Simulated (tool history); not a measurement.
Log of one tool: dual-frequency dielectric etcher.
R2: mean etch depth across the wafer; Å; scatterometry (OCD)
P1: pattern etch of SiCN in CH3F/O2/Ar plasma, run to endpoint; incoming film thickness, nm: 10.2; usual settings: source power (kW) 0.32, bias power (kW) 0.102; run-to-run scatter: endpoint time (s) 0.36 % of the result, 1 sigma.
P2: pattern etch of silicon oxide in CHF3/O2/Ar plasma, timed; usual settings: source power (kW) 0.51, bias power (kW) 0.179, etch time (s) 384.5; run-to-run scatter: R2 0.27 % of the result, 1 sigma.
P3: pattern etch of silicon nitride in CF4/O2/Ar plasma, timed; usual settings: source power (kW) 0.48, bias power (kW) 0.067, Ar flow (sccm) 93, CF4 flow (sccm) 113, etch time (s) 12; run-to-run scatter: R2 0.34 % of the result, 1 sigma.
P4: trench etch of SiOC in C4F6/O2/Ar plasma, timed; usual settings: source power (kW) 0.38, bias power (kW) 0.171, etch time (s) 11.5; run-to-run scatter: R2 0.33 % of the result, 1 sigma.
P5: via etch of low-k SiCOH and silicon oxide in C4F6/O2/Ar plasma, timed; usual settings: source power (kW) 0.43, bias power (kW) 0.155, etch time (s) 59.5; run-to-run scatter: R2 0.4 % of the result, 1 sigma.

{"run": 1, "hour": 10.9, "process that ran": "P1", "source power (kW)": 0.32, "bias power (kW)": 0.102, "endpoint time (s)": 26.319}
{"run": 2, "hour": 23.9, "process that ran": "P3", "source power (kW)": 0.48, "bias power (kW)": 0.067, "Ar flow (sccm)": 72, "CF4 flow (sccm)": 113, "etch time (s)": 12, "R2": 257.8}
{"run": 3, "hour": 37.7, "process that ran": "P1", "source power (kW)": 0.32, "bias power (kW)": 0.102, "endpoint time (s)": 26.226}
{"run": 4, "hour": 45.0, "process that ran": "P5", "source power (kW)": 0.43, "bias power (kW)": 0.204, "etch time (s)": 59.5, "R2": 1736.9}
{"run": 5, "hour": 57.6, "process that ran": "P2", "source power (kW)": 0.51, "bias power (kW)": 0.105, "etch time (s)": 384.5, "R2": 6072.1}
{"run": 6, "hour": 69.9, "process that ran": "P3", "source power (kW)": 0.48, "bias power (kW)": 0.067, "Ar flow (sccm)": 93, "CF4 flow (sccm)": 113, "etch time (s)": 12, "R2": 252.09}
{"run": 7, "hour": 81.9, "process that ran": "P3", "source power (kW)": 0.48, "bias power (kW)": 0.084, "Ar flow (sccm)": 93, "CF4 flow (sccm)": 113, "etch time (s)": 12, "R2": 274.85}
{"run": 8, "hour": 96.8, "process that ran": "P3", "source power (kW)": 0.48, "bias power (kW)": 0.067, "Ar flow (sccm)": 93, "CF4 flow (sccm)": 158, "etch time (s)": 12, "R2": 260.35}
{"run": 9, "hour": 110.6, "process that ran": "P5", "source power (kW)": 0.43, "bias power (kW)": 0.155, "etch time (s)": 59.5, "R2": 1612.9}
{"run": 10, "hour": 122.2, "process that ran": "P1", "source power (kW)": 0.32, "bias power (kW)": 0.102, "endpoint time (s)": 26.173}
{"run": 11, "hour": 134.8, "process that ran": "P5", "source power (kW)": 0.25, "bias power (kW)": 0.155, "etch time (s)": 59.5, "R2": 1293.8}
{"run": 12, "hour": 150.2, "process that ran": "P1", "source power (kW)": 0.32, "bias power (kW)": 0.063, "endpoint time (s)": 31.318}
{"run": 13, "hour": 164.5, "process that ran": "P1", "source power (kW)": 0.41, "bias power (kW)": 0.102, "endpoint time (s)": 23.848}
{"run": 14, "hour": 177.7, "process that ran": "P2", "source power (kW)": 0.51, "bias power (kW)": 0.179, "etch time (s)": 384.5, "R2": 7154}
{"hour": 191.8, "done": "wet clean of the chamber"}
{"run": 15, "hour": 193.5, "process that ran": "P4", "source power (kW)": 0.5, "bias power (kW)": 0.171, "etch time (s)": 11.5, "R2": 261.42}
{"run": 16, "hour": 204.0, "process that ran": "P4", "source power (kW)": 0.38, "bias power (kW)": 0.224, "etch time (s)": 11.5, "R2": 257.74}
{"run": 17, "hour": 220.8, "process that ran": "P1", "source power (kW)": 0.32, "bias power (kW)": 0.143, "endpoint time (s)": 23.012}
{"run": 18, "hour": 229.9, "process that ran": "P5", "source power (kW)": 0.43, "bias power (kW)": 0.155, "etch time (s)": 87, "R2": 2346}
{"run": 19, "hour": 239.2, "process that ran": "P2", "source power (kW)": 0.51, "bias power (kW)": 0.179, "etch time (s)": 494, "R2": 9234.1}
{"run": 20, "hour": 246.6, "process that ran": "P1", "source power (kW)": 0.2, "bias power (kW)": 0.081, "endpoint time (s)": 34.264}
{"run": 21, "hour": 258.1, "process that ran": "P1", "source power (kW)": 0.32, "bias power (kW)": 0.102, "endpoint time (s)": 26.219}
{"run": 22, "hour": 269.3, "process that ran": "P1", "source power (kW)": 0.21, "bias power (kW)": 0.102, "endpoint time (s)": 30.635}

Forecast run 23:
{"run": 23, "hour": 278.9, "process that ran": "P4", "source power (kW)": 0.38, "bias power (kW)": 0.171, "etch time (s)": 11.5, "R2": "?"}

Run 23 gave R2 234.88 Å.
